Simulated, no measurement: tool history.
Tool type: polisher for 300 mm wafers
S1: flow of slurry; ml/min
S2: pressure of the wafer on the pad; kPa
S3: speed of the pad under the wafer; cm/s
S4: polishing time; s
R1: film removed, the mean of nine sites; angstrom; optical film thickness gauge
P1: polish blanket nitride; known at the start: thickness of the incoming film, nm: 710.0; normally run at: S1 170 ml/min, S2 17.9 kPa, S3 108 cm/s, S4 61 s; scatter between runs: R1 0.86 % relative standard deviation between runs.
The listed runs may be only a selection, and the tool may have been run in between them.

run 1 hour=15.5 | S1=170 S2=17.9 S3=108 S4=61 | R1=931.20
run 2 hour=28.9 | S1=170 S2=17.9 S3=108 S4=61 | R1=918.62
run 3 hour=42.1 | S1=170 S2=27.6 S3=108 S4=94 | R1=2195.20
run 4 hour=55.1 | S1=170 S2=17.9 S3=108 S4=61 | R1=917.79
run 5 hour=66.5 | S1=170 S2=17.9 S3=160 S4=61 | R1=1255.80
run 6 hour=76.1 | S1=170 S2=17.9 S3=108 S4=61 | R1=916.78
run 7 hour=87.2 | S1=170 S2=17.9 S3=108 S4=61 | R1=915.40
run 8 hour=103.7 | S1=170 S2=17.9 S3=108 S4=61 | R1=919.33
run 9 hour=111.9 | S1=170 S2=11.0 S3=108 S4=61 | R1=565.89
run 10 hour=125.7 | S1=170 S2=17.9 S3=108 S4=91 | R1=1380.50
run 11 hour=138.6 | S1=170 S2=25.5 S3=108 S4=61 | R1=1298.50
run 12 hour=155.2 | S1=170 S2=17.9 S3=108 S4=36 | R1=542.47
run 13 hour=167.5 | S1=125 S2=17.9 S3=108 S4=93 | R1=1338.70
run 14 hour=183.7 | S1=170 S2=17.9 S3=52 S4=61 | R1=518.81
run 15 hour=196.1 | S1=265 S2=17.9 S3=108 S4=61 | R1=964.21
run 16 hour=206.9 | S1=100 S2=17.9 S3=108 S4=61 | R1=830.11
run 17 hour=216.7 | S1=170 S2=17.9 S3=108 S4=61 | R1=925.16
run 18 hour=225.2 | S1=170 S2=17.9 S3=108 S4=61 | R1=912.45
run 19 hour=239.5 | S1=170 S2=17.9 S3=108 S4=61 | R1=897.55
run 20 hour=247.4 | S1=170 S2=17.9 S3=108 S4=61 | R1=865.64
-- hour=261.1 head pressure recalibrated
run 21 hour=262.9 | S1=170 S2=17.9 S3=108 S4=61 | R1=859.54
run 22 hour=280.4 | S1=170 S2=17.9 S3=108 S4=61 | R1=863.43
run 23 hour=293.1 | S1=170 S2=17.9 S3=108 S4=61 | R1=844.85
run 24 hour=305.9 | S1=170 S2=17.9 S3=108 S4=61 | R1=837.63
run 25 hour=314.6 | S1=170 S2=17.9 S3=108 S4=61 | R1=849.60
run 26 hour=329.9 | S1=170 S2=17.9 S3=108 S4=61 | R1=846.91

What P1 gives has crept off from where it sat before. The 2 causes that follow fit the log equally well, each at the size noted:
A: slurry flow missing at the pad, % = 38.2
B: removal rate lost through wear of the pad, % = 8.85
Creep in the process output first set in at about hour 216.7.
Every other cause this tool's parts could produce, and why it does not fit the log:
head's pressure below its setpoint, %: its service at hour 261.1 followed the start of the drift and did not put the process back to its old value

4 check runs are offered, each on 2 wafers whose results are averaged, their results left as question marks. Which one tells the causes apart?
run check 1 hour=345.2 | S1=110 S2=17.9 S3=108 S4=61 | R1=?
run check 2 hour=345.2 | S1=170 S2=17.9 S3=82 S4=75 | R1=?
run check 3 hour=345.2 | S1=170 S2=13.8 S3=108 S4=61 | R1=?
run check 4 hour=345.2 | S1=170 S2=21.4 S3=108 S4=61 | R1=?

Outcome of each check run for each possible cause:
check=check_1 result=R1 if_A=741.69 if_B=774.84
check=check_2 result=R1 if_A=829.57 if_B=829.63
check=check_3 result=R1 if_A=646.94 if_B=646.99
check=check_4 result=R1 if_A=1002.80 if_B=1002.80
Gap, in per cent, between the two causes that each check separates least, read from the result that separates them most: check 1 4.37 %; check 2 0.01 %; check 3 0.01 %; check 4 0.01 %
Only check 1 tells the causes apart: in the others they would give nearly the same result.

After running check 1, the following was obtained: R1 744.50 angstrom. Which cause does this point to?

It was cause A: slurry flow missing at the pad, %.
